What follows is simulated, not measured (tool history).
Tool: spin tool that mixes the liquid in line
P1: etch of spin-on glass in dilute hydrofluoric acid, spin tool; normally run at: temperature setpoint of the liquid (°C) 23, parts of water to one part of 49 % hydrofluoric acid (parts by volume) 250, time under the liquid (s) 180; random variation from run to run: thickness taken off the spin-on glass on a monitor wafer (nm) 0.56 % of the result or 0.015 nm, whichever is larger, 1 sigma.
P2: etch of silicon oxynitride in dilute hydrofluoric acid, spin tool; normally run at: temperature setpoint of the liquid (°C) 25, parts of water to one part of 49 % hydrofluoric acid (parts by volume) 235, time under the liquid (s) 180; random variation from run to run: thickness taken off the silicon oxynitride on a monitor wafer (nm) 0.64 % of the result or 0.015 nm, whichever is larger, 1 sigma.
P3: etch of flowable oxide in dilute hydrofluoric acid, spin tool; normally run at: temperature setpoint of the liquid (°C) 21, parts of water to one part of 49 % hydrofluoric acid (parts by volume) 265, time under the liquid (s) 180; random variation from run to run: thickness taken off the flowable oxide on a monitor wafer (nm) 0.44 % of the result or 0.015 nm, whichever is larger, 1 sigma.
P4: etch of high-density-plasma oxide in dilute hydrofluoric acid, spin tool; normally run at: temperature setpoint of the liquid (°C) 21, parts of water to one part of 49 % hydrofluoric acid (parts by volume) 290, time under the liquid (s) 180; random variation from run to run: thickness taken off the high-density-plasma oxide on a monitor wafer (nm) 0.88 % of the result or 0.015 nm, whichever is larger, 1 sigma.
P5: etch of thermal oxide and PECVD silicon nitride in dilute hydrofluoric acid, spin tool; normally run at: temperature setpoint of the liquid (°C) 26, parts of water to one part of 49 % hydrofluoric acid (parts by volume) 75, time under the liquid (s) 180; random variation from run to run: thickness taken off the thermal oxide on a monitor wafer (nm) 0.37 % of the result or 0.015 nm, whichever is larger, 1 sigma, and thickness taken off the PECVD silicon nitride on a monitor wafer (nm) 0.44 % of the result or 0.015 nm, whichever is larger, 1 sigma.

| run | hour | process that ran | temperature setpoint of the liquid (°C) | parts of water to one part of 49 % hydrofluoric acid (parts by volume) | time under the liquid (s) | hours since the thermometer was replaced | hours since the hydrofluoric acid flow meter was replaced | thickness taken off the spin-on glass on a monitor wafer (nm) | thickness taken off the silicon oxynitride on a monitor wafer (nm) | thickness taken off the high-density-plasma oxide on a monitor wafer (nm) | thickness taken off the flowable oxide on a monitor wafer (nm) | thickness taken off the thermal oxide on a monitor wafer (nm) | thickness taken off the PECVD silicon nitride on a monitor wafer (nm) |
|---|---|---|---|---|---|---|---|---|---|---|---|---|---|
| 1 | 10.5 | P1 | 23 | 250 | 180 | 1759.2 | 407.3 | 13.193 |  |  |  |  |  |
| 2 | 24.5 | P2 | 25 | 400 | 180 | 1773.2 | 421.3 |  | 1.8225 |  |  |  |  |
| 3 | 34.4 | P4 | 21 | 290 | 180 | 1783.1 | 431.2 |  |  | 2.3903 |  |  |  |
| 4 | 43.6 | P1 | 23 | 250 | 180 | 1792.3 | 440.4 | 13.215 |  |  |  |  |  |
| 5 | 55 | P2 | 32.5 | 235 | 180 | 1803.7 | 451.8 |  | 4.6746 |  |  |  |  |
| 6 | 65.8 | P1 | 23 | 250 | 180 | 1814.5 | 462.6 | 13.118 |  |  |  |  |  |
| 7 | 75.1 | P1 | 23 | 250 | 295 | 1823.8 | 471.9 | 21.462 |  |  |  |  |  |
| 8 | 88.8 | P3 | 21 | 265 | 305 | 1837.5 | 485.6 |  |  |  | 26.971 |  |  |
| 9 | 104.8 | P3 | 21 | 265 | 180 | 1853.5 | 501.6 |  |  |  | 15.948 |  |  |
| 10 | 112.7 | P5 | 26 | 75 | 30 | 1861.4 | 509.5 |  |  |  |  | 2.1085 | 1.5359 |
| 11 | 124.7 | P1 | 23 | 415 | 180 | 1873.4 | 521.5 | 6.8189 |  |  |  |  |  |
| 12 | 141.7 | P4 | 29.5 | 290 | 180 | 1890.4 | 538.5 |  |  | 3.2038 |  |  |  |
| 13 | 152.3 | P5 | 34 | 75 | 180 | 1901 | 549.1 |  |  |  |  | 17.285 | 15.703 |
| 14 | 167 | P1 | 23 | 250 | 180 | 1915.7 | 563.8 | 13.12 |  |  |  |  |  |
| 15 | 177.9 | P5 | 26 | 20 | 180 | 1926.6 | 574.7 |  |  |  |  | 51.979 | 33.6 |
| 16 | 195.6 | P1 | 30.5 | 250 | 180 | 1944.3 | 592.4 | 17.015 |  |  |  |  |  |
| 17 | 213 | P1 | 23 | 250 | 55 | 1961.7 | 609.8 | 3.971 |  |  |  |  |  |
| 18 | 228.1 | P4 | 21 | 510 | 180 | 1976.8 | 624.9 |  |  | 1.1298 |  |  |  |
| 19 | 237.8 | P3 | 21 | 265 | 180 | 1986.5 | 634.6 |  |  |  | 15.942 |  |  |
| 20 | 246.9 | P3 | 21 | 375 | 180 | 1995.6 | 643.7 |  |  |  | 10.215 |  |  |
| 21 | 256.1 | P5 | 26 | 75 | 180 | 2004.8 | 652.9 |  |  |  |  | 12.808 | 9.4501 |
| 22 | 265.5 | P1 | 19.5 | 125 | 180 | 2014.2 | 662.3 | 26.018 |  |  |  |  |  |
| 23 | 278 | P2 | 25 | 235 | 180 | 2026.7 | 674.8 |  | 3.4637 |  |  |  |  |
| 24 | 286.6 | P1 | 23 | 85 | 180 | 2035.3 | 683.4 | 45.904 |  |  |  |  |  |
| 25 | 301.7 | P3 | 17 | 265 | 180 | 2050.4 | 698.5 |  |  |  | 13.787 |  |  |
|  | 309.7 | thermometer replaced |
| 26 | 310.7 | P4 | 21 | 290 | 180 | 1 | 707.5 |  |  | 2.3675 |  |  |  |
| 27 | 326.2 | P1 | 17 | 370 | 180 | 16.5 | 723 | 6.3862 |  |  |  |  |  |
| 28 | 336 | P4 | 21 | 290 | 80 | 26.3 | 732.8 |  |  | 1.0492 |  |  |  |
| 29 | 349.6 | P2 | 25 | 235 | 85 | 39.9 | 746.4 |  | 1.6255 |  |  |  |  |
| 30 | 363.6 | P1 | 17 | 250 | 180 | 53.9 | 760.4 | 10.548 |  |  |  |  |  |
| 31 | 381 | P1 | 23 | 250 | 180 | 71.3 | 777.8 | 13.278 |  |  |  |  |  |
| 32 | 390 | P1 | 23 | 250 | 180 | 80.3 | 786.8 | 12.771 |  |  |  |  |  |
| 33 | 404.6 | P1 | 23 | 250 | 180 | 94.9 | 801.4 | 12.781 |  |  |  |  |  |
| 34 | 414.2 | P1 | 23 | 250 | 180 | 104.5 | 811 | 12.457 |  |  |  |  |  |
| 35 | 427.2 | P1 | 23 | 250 | 180 | 117.5 | 824 | 12.349 |  |  |  |  |  |
| 36 | 443.7 | P1 | 23 | 250 | 180 | 134 | 840.5 | 12.271 |  |  |  |  |  |
| 37 | 454.7 | P1 | 23 | 250 | 180 | 145 | 851.5 | 12.412 |  |  |  |  |  |

Run 38 comes next. What will it give?
| 38 | 465.1 | P1 | 23 | 250 | 180 | 155.4 | 861.9 | ? |  |  |  |  |  |

{"run 38": {"thickness taken off the spin-on glass on a monitor wafer (nm)": 12.254}}
